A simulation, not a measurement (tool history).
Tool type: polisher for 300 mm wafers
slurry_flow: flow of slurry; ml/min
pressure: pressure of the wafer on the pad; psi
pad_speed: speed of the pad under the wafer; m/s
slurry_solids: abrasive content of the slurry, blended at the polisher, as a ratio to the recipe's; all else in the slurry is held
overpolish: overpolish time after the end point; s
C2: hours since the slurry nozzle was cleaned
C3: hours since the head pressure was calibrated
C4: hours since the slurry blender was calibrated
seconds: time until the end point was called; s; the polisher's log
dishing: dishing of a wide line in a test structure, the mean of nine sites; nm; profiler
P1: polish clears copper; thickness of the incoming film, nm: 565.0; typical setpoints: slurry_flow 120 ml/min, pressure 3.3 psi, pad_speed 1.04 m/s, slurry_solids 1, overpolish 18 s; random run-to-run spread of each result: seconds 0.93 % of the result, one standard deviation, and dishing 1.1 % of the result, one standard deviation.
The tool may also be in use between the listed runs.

run 1 hour=5.1 | slurry_flow=120 pressure=3.3 pad_speed=1.04 slurry_solids=1 overpolish=18 | wafers_polished_on_this_pad=296 C2=436.9 C3=107 C4=233.7 | seconds=153.5 dishing=29.218
run 2 hour=11 | slurry_flow=120 pressure=5.2 pad_speed=1.04 slurry_solids=1 overpolish=18 | wafers_polished_on_this_pad=323 C2=442.8 C3=112.9 C4=239.6 | seconds=95.899 dishing=35.991
run 3 hour=19.2 | slurry_flow=120 pressure=1.7 pad_speed=1.04 slurry_solids=1 overpolish=18 | wafers_polished_on_this_pad=361 C2=451 C3=121.1 C4=247.8 | seconds=298.96 dishing=18.355
run 4 hour=26.4 | slurry_flow=120 pressure=2.2 pad_speed=1.04 slurry_solids=1 overpolish=11 | wafers_polished_on_this_pad=393 C2=458.2 C3=128.3 C4=255 | seconds=232.09 dishing=15.865
run 5 hour=32 | slurry_flow=120 pressure=3.3 pad_speed=1.6 slurry_solids=1 overpolish=18 | wafers_polished_on_this_pad=419 C2=463.8 C3=133.9 C4=260.6 | seconds=99.581 dishing=33.778
run 6 hour=37.6 | slurry_flow=120 pressure=3.3 pad_speed=1.04 slurry_solids=1 overpolish=18 | wafers_polished_on_this_pad=444 C2=469.4 C3=139.5 C4=266.2 | seconds=151.38 dishing=28.802
run 7 hour=45.2 | slurry_flow=70 pressure=3.3 pad_speed=1.04 slurry_solids=1 overpolish=18 | wafers_polished_on_this_pad=479 C2=477 C3=147.1 C4=273.8 | seconds=174.54 dishing=26.904
run 8 hour=51.8 | slurry_flow=120 pressure=3.3 pad_speed=1.04 slurry_solids=1 overpolish=5 | wafers_polished_on_this_pad=509 C2=483.6 C3=153.7 C4=280.4 | seconds=152.87 dishing=12.011
run 9 hour=55.7 | slurry_flow=120 pressure=3.3 pad_speed=1.04 slurry_solids=1 overpolish=18 | wafers_polished_on_this_pad=527 C2=487.5 C3=157.6 C4=284.3 | seconds=151.7 dishing=28.594
run 10 hour=61.7 | slurry_flow=120 pressure=3.3 pad_speed=1.04 slurry_solids=1 overpolish=18 | wafers_polished_on_this_pad=554 C2=493.5 C3=163.6 C4=290.3 | seconds=153.1 dishing=28.768
run 11 hour=67.1 | slurry_flow=120 pressure=3.3 pad_speed=1.04 slurry_solids=1 overpolish=27 | wafers_polished_on_this_pad=579 C2=498.9 C3=169 C4=295.7 | seconds=156.12 dishing=33.786
run 12 hour=72.3 | slurry_flow=165 pressure=3.3 pad_speed=1.04 slurry_solids=1 overpolish=18 | wafers_polished_on_this_pad=602 C2=504.1 C3=174.2 C4=300.9 | seconds=147.09 dishing=30.059
run 13 hour=79.3 | slurry_flow=160 pressure=3.3 pad_speed=1.04 slurry_solids=1 overpolish=32 | wafers_polished_on_this_pad=634 C2=511.1 C3=181.2 C4=307.9 | seconds=145.86 dishing=36.05
run 14 hour=87.7 | slurry_flow=120 pressure=3.3 pad_speed=0.46 slurry_solids=1 overpolish=18 | wafers_polished_on_this_pad=673 C2=519.5 C3=189.6 C4=316.3 | seconds=345.85 dishing=17.606
run 15 hour=96.7 | slurry_flow=120 pressure=3.3 pad_speed=1.04 slurry_solids=1 overpolish=18 | wafers_polished_on_this_pad=714 C2=528.5 C3=198.6 C4=325.3 | seconds=152.66 dishing=28.766
run 16 hour=102.6 | slurry_flow=120 pressure=4.2 pad_speed=1.04 slurry_solids=1 overpolish=5 | wafers_polished_on_this_pad=741 C2=534.4 C3=204.5 C4=331.2 | seconds=118.33 dishing=14.728
run 17 hour=107.9 | slurry_flow=120 pressure=3.3 pad_speed=1.04 slurry_solids=1.5 overpolish=18 | wafers_polished_on_this_pad=765 C2=539.7 C3=209.8 C4=336.5 | seconds=138.31 dishing=29.478
run 18 hour=116.1 | slurry_flow=120 pressure=3.3 pad_speed=1.04 slurry_solids=0.55 overpolish=18 | wafers_polished_on_this_pad=802 C2=547.9 C3=218 C4=344.7 | seconds=171.79 dishing=27.021
run 19 hour=123.1 | slurry_flow=120 pressure=3.3 pad_speed=1.04 slurry_solids=1 overpolish=18 | wafers_polished_on_this_pad=834 C2=554.9 C3=225 C4=351.7 | seconds=153.73 dishing=28.837
run 20 hour=129.1 | slurry_flow=120 pressure=3.3 pad_speed=1.04 slurry_solids=1 overpolish=18 | wafers_polished_on_this_pad=861 C2=560.9 C3=231 C4=357.7 | seconds=151.64 dishing=29.004
run 21 hour=136.9 | slurry_flow=120 pressure=3.3 pad_speed=1.04 slurry_solids=1 overpolish=18 | wafers_polished_on_this_pad=897 C2=568.7 C3=238.8 C4=365.5 | seconds=160.89 dishing=28.349
run 22 hour=143.7 | slurry_flow=120 pressure=3.3 pad_speed=1.04 slurry_solids=1 overpolish=18 | wafers_polished_on_this_pad=928 C2=575.5 C3=245.6 C4=372.3 | seconds=166.16 dishing=27.803
-- hour=145.3 slurry blender recalibrated
-- hour=147.6 head pressure recalibrated
run 23 hour=148.9 | slurry_flow=120 pressure=3.3 pad_speed=1.04 slurry_solids=1 overpolish=18 | wafers_polished_on_this_pad=951 C2=580.7 C3=1.4 C4=3.6 | seconds=166.32 dishing=27.601
run 24 hour=154.7 | slurry_flow=120 pressure=3.3 pad_speed=1.04 slurry_solids=1 overpolish=18 | wafers_polished_on_this_pad=978 C2=586.5 C3=7.2 C4=9.4 | seconds=169.14 dishing=27.304
run 25 hour=163.3 | slurry_flow=120 pressure=3.3 pad_speed=1.04 slurry_solids=1 overpolish=18 | wafers_polished_on_this_pad=1017 C2=595.1 C3=15.8 C4=18 | seconds=171.79 dishing=27.222
run 26 hour=169.2 | slurry_flow=120 pressure=3.3 pad_speed=1.04 slurry_solids=1 overpolish=18 | wafers_polished_on_this_pad=1044 C2=601 C3=21.7 C4=23.9 | seconds=170.44 dishing=27.132
run 27 hour=173.9 | slurry_flow=120 pressure=3.3 pad_speed=1.04 slurry_solids=1 overpolish=18 | wafers_polished_on_this_pad=1065 C2=605.7 C3=26.4 C4=28.6 | seconds=172.47 dishing=27.183

What P1 gives has crept off from where it sat before. The 2 causes that follow fit the log equally well, each at the size noted:
A: slurry flow missing at the pad, % = 34.6
B: removal rate lost through wear of the pad, % = 10.5
The process output started creeping at around hour 129.1.
Excluded causes, each with its reason:
head's pressure below its setpoint, %: serviced at hour 147.6, after the change had begun; the process did not return to its earlier output
abrasive missing from the slurry, %: serviced at hour 145.3, after the change had begun; the process did not return to its earlier output

4 check runs are offered, each on 2 wafers whose results are averaged, their results left as question marks. Which one tells the causes apart?
run check 1 hour=178.6 | slurry_flow=70 pressure=4.6 pad_speed=1.04 slurry_solids=1 overpolish=18 | seconds=? dishing=?
run check 2 hour=178.6 | slurry_flow=120 pressure=3.3 pad_speed=0.5 slurry_solids=1 overpolish=6 | seconds=? dishing=?
run check 3 hour=178.6 | slurry_flow=120 pressure=1.9 pad_speed=1.04 slurry_solids=1 overpolish=5 | seconds=? dishing=?
run check 4 hour=178.6 | slurry_flow=120 pressure=5.2 pad_speed=1.04 slurry_solids=0.65 overpolish=18 | seconds=? dishing=?

If the cause were each of the candidates in turn, the checks would give the following:
check=check_1 result=seconds if_A=151.36 if_B=142.25
check=check_1 result=dishing if_A=29.487 if_B=30.373
check=check_2 result=seconds if_A=355.61 if_B=355.8
check=check_2 result=dishing if_A=6.7911 if_B=6.7877
check=check_3 result=seconds if_A=296.94 if_B=297.1
check=check_3 result=dishing if_A=6.7181 if_B=6.7147
check=check_4 result=seconds if_A=118.7 if_B=118.77
check=check_4 result=dishing if_A=33.067 if_B=33.06
Distance between the nearest two causes, measured in the result of the check that separates them most: check 1 6.21 %; check 2 0.06 %; check 3 0.06 %; check 4 0.06 %
Only check 1 tells the causes apart: in the others they would give nearly the same result.

After running check 1, the following was obtained: seconds 151.43 s; dishing 29.673 nm. Which cause does this point to?

It is A: slurry flow missing at the pad, %.
